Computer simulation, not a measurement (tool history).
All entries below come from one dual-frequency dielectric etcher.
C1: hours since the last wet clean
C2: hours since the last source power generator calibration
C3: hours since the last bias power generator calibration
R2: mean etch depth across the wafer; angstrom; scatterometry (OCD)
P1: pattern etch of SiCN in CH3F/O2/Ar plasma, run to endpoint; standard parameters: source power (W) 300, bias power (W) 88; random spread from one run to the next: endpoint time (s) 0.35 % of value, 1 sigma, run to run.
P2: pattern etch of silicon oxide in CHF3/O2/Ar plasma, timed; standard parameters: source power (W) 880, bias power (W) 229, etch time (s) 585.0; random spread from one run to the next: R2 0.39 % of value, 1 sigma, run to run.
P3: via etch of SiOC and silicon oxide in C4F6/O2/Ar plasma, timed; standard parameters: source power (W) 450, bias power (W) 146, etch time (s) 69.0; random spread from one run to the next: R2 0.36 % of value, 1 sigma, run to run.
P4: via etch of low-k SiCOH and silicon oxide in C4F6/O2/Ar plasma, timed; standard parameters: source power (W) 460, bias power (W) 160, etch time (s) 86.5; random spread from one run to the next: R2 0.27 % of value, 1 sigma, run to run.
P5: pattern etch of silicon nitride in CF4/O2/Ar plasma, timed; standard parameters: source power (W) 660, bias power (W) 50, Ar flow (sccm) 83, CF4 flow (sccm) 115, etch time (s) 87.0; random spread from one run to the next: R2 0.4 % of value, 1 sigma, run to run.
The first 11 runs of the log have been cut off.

{"run": 12, "day": 3.979, "process that ran": "P5", "source power (W)": 660, "bias power (W)": 50, "etch time (s)": 87.0, "Ar flow (sccm)": 83, "CF4 flow (sccm)": 115, "C1": 132.4, "C2": 908.5, "C3": 815.0, "R2": 2159.5}
{"run": 13, "day": 4.375, "process that ran": "P1", "source power (W)": 400, "bias power (W)": 74, "C1": 141.9, "C2": 918.0, "C3": 824.5, "endpoint time (s)": 23.533}
{"run": 14, "day": 4.658, "process that ran": "P3", "source power (W)": 450, "bias power (W)": 146, "etch time (s)": 69.0, "C1": 148.7, "C2": 924.8, "C3": 831.3, "R2": 754.42}
{"run": 15, "day": 4.988, "process that ran": "P4", "source power (W)": 460, "bias power (W)": 160, "etch time (s)": 52.0, "C1": 156.6, "C2": 932.7, "C3": 839.2, "R2": 1541.9}
{"run": 16, "day": 5.404, "process that ran": "P5", "source power (W)": 660, "bias power (W)": 50, "etch time (s)": 87.0, "Ar flow (sccm)": 65, "CF4 flow (sccm)": 115, "C1": 166.6, "C2": 942.7, "C3": 849.2, "R2": 2200.6}
{"run": 17, "day": 5.679, "process that ran": "P5", "source power (W)": 660, "bias power (W)": 50, "etch time (s)": 87.0, "Ar flow (sccm)": 83, "CF4 flow (sccm)": 159, "C1": 173.2, "C2": 949.3, "C3": 855.8, "R2": 2228.4}
{"run": 18, "day": 6.071, "process that ran": "P3", "source power (W)": 630, "bias power (W)": 146, "etch time (s)": 69.0, "C1": 182.6, "C2": 958.7, "C3": 865.2, "R2": 869.33}
{"run": 19, "day": 6.492, "process that ran": "P2", "source power (W)": 880, "bias power (W)": 229, "etch time (s)": 585.0, "C1": 192.7, "C2": 968.8, "C3": 875.3, "R2": 15133.0}
{"run": 20, "day": 6.817, "process that ran": "P2", "source power (W)": 880, "bias power (W)": 229, "etch time (s)": 426.5, "C1": 200.5, "C2": 976.6, "C3": 883.1, "R2": 11100.0}
{"run": 21, "day": 7.179, "process that ran": "P3", "source power (W)": 450, "bias power (W)": 201, "etch time (s)": 69.0, "C1": 209.2, "C2": 985.3, "C3": 891.8, "R2": 841.56}
{"run": 22, "day": 7.625, "process that ran": "P4", "source power (W)": 280, "bias power (W)": 160, "etch time (s)": 86.5, "C1": 219.9, "C2": 996.0, "C3": 902.5, "R2": 2120.5}
{"run": 23, "day": 7.883, "process that ran": "P4", "source power (W)": 460, "bias power (W)": 160, "etch time (s)": 86.5, "C1": 226.1, "C2": 1002.2, "C3": 908.7, "R2": 2567.5}
{"run": 24, "day": 8.283, "process that ran": "P1", "source power (W)": 300, "bias power (W)": 88, "C1": 235.7, "C2": 1011.8, "C3": 918.3, "endpoint time (s)": 24.678}

Run 25 has not been measured yet. What should we expect?
{"run": 25, "day": 8.538, "process that ran": "P1", "source power (W)": 300, "bias power (W)": 118, "C1": 241.8, "C2": 1017.9, "C3": 924.4, "endpoint time (s)": "?"}

{"run 25": {"endpoint time (s)": 22.001}}

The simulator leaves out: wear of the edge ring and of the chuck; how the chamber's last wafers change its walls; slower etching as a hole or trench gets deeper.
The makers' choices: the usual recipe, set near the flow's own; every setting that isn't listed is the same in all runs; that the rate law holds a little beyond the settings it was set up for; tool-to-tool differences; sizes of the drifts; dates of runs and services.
